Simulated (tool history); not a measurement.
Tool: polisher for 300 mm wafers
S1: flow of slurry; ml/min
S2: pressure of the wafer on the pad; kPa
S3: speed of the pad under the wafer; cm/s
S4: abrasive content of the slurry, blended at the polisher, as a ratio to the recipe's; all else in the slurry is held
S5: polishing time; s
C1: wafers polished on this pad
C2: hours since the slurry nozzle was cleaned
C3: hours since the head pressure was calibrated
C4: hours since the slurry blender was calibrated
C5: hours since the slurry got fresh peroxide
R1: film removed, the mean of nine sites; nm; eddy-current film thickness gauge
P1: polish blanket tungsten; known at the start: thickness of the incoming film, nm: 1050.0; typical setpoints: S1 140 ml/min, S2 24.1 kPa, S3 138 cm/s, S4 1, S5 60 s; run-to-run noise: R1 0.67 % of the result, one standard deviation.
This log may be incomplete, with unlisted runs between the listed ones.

run,hour,S1,S2,S3,S4,S5,C1,C2,C3,C4,C5,R1
1,6.3,140,24.1,138,1,60,698,439.3,109.6,118.2,50,320.73
2,12.1,140,24.1,138,1,60,765,445.1,115.4,124,55.8,315.19
3,16.5,140,12.4,138,1,60,815,449.5,119.8,128.4,60.2,163.42
4,23.1,85,24.1,138,0.75,60,890,456.1,126.4,135,66.8,267.48
5,26.9,140,24.1,178,1,60,934,459.9,130.2,138.8,70.6,410.82
6,32.4,140,36.5,138,1,60,996,465.4,135.7,144.3,76.1,480.16
7,40,140,24.1,138,1.45,60,1083,473,143.3,151.9,83.7,347.6
8,44,205,24.1,138,1,46,1129,477,147.3,155.9,87.7,258.75
9,50.1,140,24.1,92,1,76,1199,483.1,153.4,162,93.8,273.1
10,54,220,24.1,138,1,60,1243,487,157.3,165.9,97.7,341.51
11,60.2,140,24.1,138,1,60,1314,493.2,163.5,172.1,103.9,319.67
12,65.5,140,24.1,138,0.5,60,1374,498.5,168.8,177.4,109.2,269.53
13,71.9,140,24.1,62,1,60,1448,504.9,175.2,183.8,115.6,143.81
14,77.2,140,24.1,138,1,60,1508,510.2,180.5,189.1,120.9,321.25
15,83.9,85,24.1,138,1,60,1585,516.9,187.2,195.8,127.6,286.67
# hour 85.1: slurry blender recalibrated
16,88.4,140,24.1,138,1,32,1636,521.4,191.7,3.4,132.1,168.33
17,96.5,140,24.1,138,1,60,1729,529.5,199.8,11.5,140.2,317.5
18,102.7,140,24.1,138,1,83,1799,535.7,206,17.7,146.4,443.68
19,110.5,140,24.1,138,1,60,1888,543.5,213.8,25.5,154.2,320.32
20,114.1,140,24.1,138,1,60,1930,547.1,217.4,29.1,157.8,312.61
21,118.4,140,24.1,138,1,60,1979,551.4,221.7,33.4,162.1,304.73
22,123.7,140,24.1,138,1,60,2039,556.7,227,38.7,167.4,302.63

Forecast run 23:
23,130.3,140,24.1,138,1,60,2115,563.3,233.6,45.3,174,?

R1: 295.09 nm
